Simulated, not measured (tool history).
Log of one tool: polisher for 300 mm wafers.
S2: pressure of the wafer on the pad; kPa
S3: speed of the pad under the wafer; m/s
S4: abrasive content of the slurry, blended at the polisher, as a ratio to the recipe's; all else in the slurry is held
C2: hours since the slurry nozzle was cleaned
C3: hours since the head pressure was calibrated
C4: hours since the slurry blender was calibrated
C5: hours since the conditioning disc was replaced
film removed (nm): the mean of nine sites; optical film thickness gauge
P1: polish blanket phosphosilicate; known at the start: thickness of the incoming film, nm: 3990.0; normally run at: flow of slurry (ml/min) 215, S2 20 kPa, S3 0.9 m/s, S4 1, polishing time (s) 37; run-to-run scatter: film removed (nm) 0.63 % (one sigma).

{"run": 1, "hour": 9.0, "flow of slurry (ml/min)": 215, "S2": 20, "S3": 0.9, "S4": 1, "polishing time (s)": 37, "wafers polished on this pad": 635, "C2": 411.5, "C3": 561.2, "C4": 90.5, "C5": 277.3, "film removed (nm)": 315.43}
{"run": 2, "hour": 15.5, "flow of slurry (ml/min)": 215, "S2": 20, "S3": 0.9, "S4": 0.7, "polishing time (s)": 37, "wafers polished on this pad": 707, "C2": 418, "C3": 567.7, "C4": 97, "C5": 283.8, "film removed (nm)": 262.73}
{"run": 3, "hour": 24.4, "flow of slurry (ml/min)": 215, "S2": 30.3, "S3": 0.9, "S4": 1, "polishing time (s)": 37, "wafers polished on this pad": 806, "C2": 426.9, "C3": 576.6, "C4": 105.9, "C5": 292.7, "film removed (nm)": 482.55}
{"run": 4, "hour": 31.4, "flow of slurry (ml/min)": 215, "S2": 20, "S3": 0.9, "S4": 1.25, "polishing time (s)": 27, "wafers polished on this pad": 884, "C2": 433.9, "C3": 583.6, "C4": 112.9, "C5": 299.7, "film removed (nm)": 257.95}
{"run": 5, "hour": 41.3, "flow of slurry (ml/min)": 215, "S2": 20, "S3": 0.9, "S4": 1, "polishing time (s)": 51, "wafers polished on this pad": 994, "C2": 443.8, "C3": 593.5, "C4": 122.8, "C5": 309.6, "film removed (nm)": 440.01}
{"run": 6, "hour": 48.8, "flow of slurry (ml/min)": 280, "S2": 20, "S3": 0.9, "S4": 1, "polishing time (s)": 37, "wafers polished on this pad": 1077, "C2": 451.3, "C3": 601, "C4": 130.3, "C5": 317.1, "film removed (nm)": 326.31}
{"run": 7, "hour": 57.1, "flow of slurry (ml/min)": 215, "S2": 9, "S3": 0.9, "S4": 1, "polishing time (s)": 37, "wafers polished on this pad": 1169, "C2": 459.6, "C3": 609.3, "C4": 138.6, "C5": 325.4, "film removed (nm)": 140.7}
{"run": 8, "hour": 62.6, "flow of slurry (ml/min)": 215, "S2": 20, "S3": 0.42, "S4": 1, "polishing time (s)": 37, "wafers polished on this pad": 1230, "C2": 465.1, "C3": 614.8, "C4": 144.1, "C5": 330.9, "film removed (nm)": 172.96}
{"run": 9, "hour": 69.1, "flow of slurry (ml/min)": 215, "S2": 20, "S3": 0.9, "S4": 1, "polishing time (s)": 37, "wafers polished on this pad": 1302, "C2": 471.6, "C3": 621.3, "C4": 150.6, "C5": 337.4, "film removed (nm)": 318.29}
{"run": 10, "hour": 75.8, "flow of slurry (ml/min)": 215, "S2": 20, "S3": 0.9, "S4": 1, "polishing time (s)": 37, "wafers polished on this pad": 1377, "C2": 478.3, "C3": 628, "C4": 157.3, "C5": 344.1, "film removed (nm)": 319.71}
{"run": 11, "hour": 85.9, "flow of slurry (ml/min)": 215, "S2": 20, "S3": 1.42, "S4": 1, "polishing time (s)": 37, "wafers polished on this pad": 1489, "C2": 488.4, "C3": 638.1, "C4": 167.4, "C5": 354.2, "film removed (nm)": 455.49}
{"run": 12, "hour": 93.3, "flow of slurry (ml/min)": 215, "S2": 20, "S3": 0.9, "S4": 1, "polishing time (s)": 37, "wafers polished on this pad": 1571, "C2": 495.8, "C3": 645.5, "C4": 174.8, "C5": 361.6, "film removed (nm)": 318.55}
{"run": 13, "hour": 101.6, "flow of slurry (ml/min)": 130, "S2": 20, "S3": 0.9, "S4": 1, "polishing time (s)": 37, "wafers polished on this pad": 1663, "C2": 504.1, "C3": 653.8, "C4": 183.1, "C5": 369.9, "film removed (nm)": 296.87}
{"run": 14, "hour": 111.0, "flow of slurry (ml/min)": 215, "S2": 10.3, "S3": 0.9, "S4": 1, "polishing time (s)": 58, "wafers polished on this pad": 1768, "C2": 513.5, "C3": 663.2, "C4": 192.5, "C5": 379.3, "film removed (nm)": 259.06}
{"run": 15, "hour": 122.3, "flow of slurry (ml/min)": 280, "S2": 20, "S3": 0.9, "S4": 1.45, "polishing time (s)": 37, "wafers polished on this pad": 1893, "C2": 524.8, "C3": 674.5, "C4": 203.8, "C5": 390.6, "film removed (nm)": 382.16}
{"run": 16, "hour": 133.6, "flow of slurry (ml/min)": 215, "S2": 20, "S3": 0.9, "S4": 1, "polishing time (s)": 37, "wafers polished on this pad": 2019, "C2": 536.1, "C3": 685.8, "C4": 215.1, "C5": 401.9, "film removed (nm)": 317.42}
{"run": 17, "hour": 142.6, "flow of slurry (ml/min)": 215, "S2": 20, "S3": 0.9, "S4": 1, "polishing time (s)": 37, "wafers polished on this pad": 2119, "C2": 545.1, "C3": 694.8, "C4": 224.1, "C5": 410.9, "film removed (nm)": 314.89}
{"run": 18, "hour": 152.6, "flow of slurry (ml/min)": 215, "S2": 20, "S3": 0.9, "S4": 1, "polishing time (s)": 22, "wafers polished on this pad": 2230, "C2": 555.1, "C3": 704.8, "C4": 234.1, "C5": 420.9, "film removed (nm)": 187.87}
{"run": 19, "hour": 158.0, "flow of slurry (ml/min)": 215, "S2": 20, "S3": 0.9, "S4": 1.5, "polishing time (s)": 37, "wafers polished on this pad": 2290, "C2": 560.5, "C3": 710.2, "C4": 239.5, "C5": 426.3, "film removed (nm)": 377.34}
{"run": 20, "hour": 163.1, "flow of slurry (ml/min)": 215, "S2": 20, "S3": 0.9, "S4": 1, "polishing time (s)": 37, "wafers polished on this pad": 2347, "C2": 565.6, "C3": 715.3, "C4": 244.6, "C5": 431.4, "film removed (nm)": 317.76}
{"run": 21, "hour": 170.1, "flow of slurry (ml/min)": 215, "S2": 20, "S3": 0.9, "S4": 1, "polishing time (s)": 37, "wafers polished on this pad": 2424, "C2": 572.6, "C3": 722.3, "C4": 251.6, "C5": 438.4, "film removed (nm)": 303.08}
{"run": 22, "hour": 176.3, "flow of slurry (ml/min)": 215, "S2": 20, "S3": 0.9, "S4": 1, "polishing time (s)": 37, "wafers polished on this pad": 2493, "C2": 578.8, "C3": 728.5, "C4": 257.8, "C5": 444.6, "film removed (nm)": 295.36}
{"run": 23, "hour": 184.5, "flow of slurry (ml/min)": 215, "S2": 20, "S3": 0.9, "S4": 1, "polishing time (s)": 37, "wafers polished on this pad": 2584, "C2": 587, "C3": 736.7, "C4": 266, "C5": 452.8, "film removed (nm)": 286.85}
{"hour": 188.2, "done": "conditioning disc replaced and pad reconditioned"}
{"run": 24, "hour": 194.3, "flow of slurry (ml/min)": 215, "S2": 20, "S3": 0.9, "S4": 1, "polishing time (s)": 37, "wafers polished on this pad": 2693, "C2": 596.8, "C3": 746.5, "C4": 275.8, "C5": 6.2, "film removed (nm)": 279.92}
{"hour": 200.8, "done": "head pressure recalibrated"}
{"run": 25, "hour": 204.8, "flow of slurry (ml/min)": 215, "S2": 20, "S3": 0.9, "S4": 1, "polishing time (s)": 37, "wafers polished on this pad": 2810, "C2": 607.3, "C3": 4, "C4": 286.3, "C5": 16.7, "film removed (nm)": 276.73}
{"hour": 205.6, "done": "slurry nozzle cleaned"}
{"run": 26, "hour": 212.1, "flow of slurry (ml/min)": 215, "S2": 20, "S3": 0.9, "S4": 1, "polishing time (s)": 37, "wafers polished on this pad": 2891, "C2": 6.5, "C3": 11.3, "C4": 293.6, "C5": 24, "film removed (nm)": 276.64}
{"run": 27, "hour": 217.1, "flow of slurry (ml/min)": 215, "S2": 20, "S3": 0.9, "S4": 1, "polishing time (s)": 37, "wafers polished on this pad": 2947, "C2": 11.5, "C3": 16.3, "C4": 298.6, "C5": 29, "film removed (nm)": 278.19}
{"run": 28, "hour": 224.3, "flow of slurry (ml/min)": 215, "S2": 20, "S3": 0.9, "S4": 1, "polishing time (s)": 37, "wafers polished on this pad": 3027, "C2": 18.7, "C3": 23.5, "C4": 305.8, "C5": 36.2, "film removed (nm)": 277.24}

What P1 gives has crept away from where it was. These 2 causes fit the log equally well, each at the size given:
A: removal rate lost through wear of the pad, % = 13.3
B: abrasive missing from the slurry, % = 25.3
The creep began at about hour 163.1.
Why every other cause is out:
slurry flow missing at the pad, %: serviced at hour 205.6, which brought nothing back
head's pressure below its setpoint, %: serviced at hour 200.8, which brought nothing back
time polished since the conditioner stopped cutting, s: serviced at hour 188.2, which brought nothing back

4 check runs are offered, each on 3 wafers whose results are averaged, their results left as question marks. Which one tells the causes apart?
{"run": "check 1", "hour": 231.5, "flow of slurry (ml/min)": 270, "S2": 20, "S3": 0.9, "S4": 1, "polishing time (s)": 37, "film removed (nm)": "?"}
{"run": "check 2", "hour": 231.5, "flow of slurry (ml/min)": 215, "S2": 20, "S3": 1.12, "S4": 1, "polishing time (s)": 37, "film removed (nm)": "?"}
{"run": "check 3", "hour": 231.5, "flow of slurry (ml/min)": 215, "S2": 20, "S3": 0.9, "S4": 0.7, "polishing time (s)": 37, "film removed (nm)": "?"}
{"run": "check 4", "hour": 231.5, "flow of slurry (ml/min)": 215, "S2": 28.3, "S3": 1.4, "S4": 1, "polishing time (s)": 37, "film removed (nm)": "?"}

What each check would give under each cause:
check=check_1 result=film_removed_(nm) if_A=282.36 if_B=282.23
check=check_2 result=film_removed_(nm) if_A=328.01 if_B=327.86
check=check_3 result=film_removed_(nm) if_A=230.47 if_B=224.5
check=check_4 result=film_removed_(nm) if_A=554.37 if_B=554.11
How far apart the two closest causes lie, in the result that separates them most: check 1 0.05 %; check 2 0.05 %; check 3 2.62 %; check 4 0.05 %
Only check 3 tells the causes apart: in the others they would give nearly the same result.

Check 3 was then run and gave: film removed (nm) 229.37. Which cause is it?

It is A: removal rate lost through wear of the pad, %.
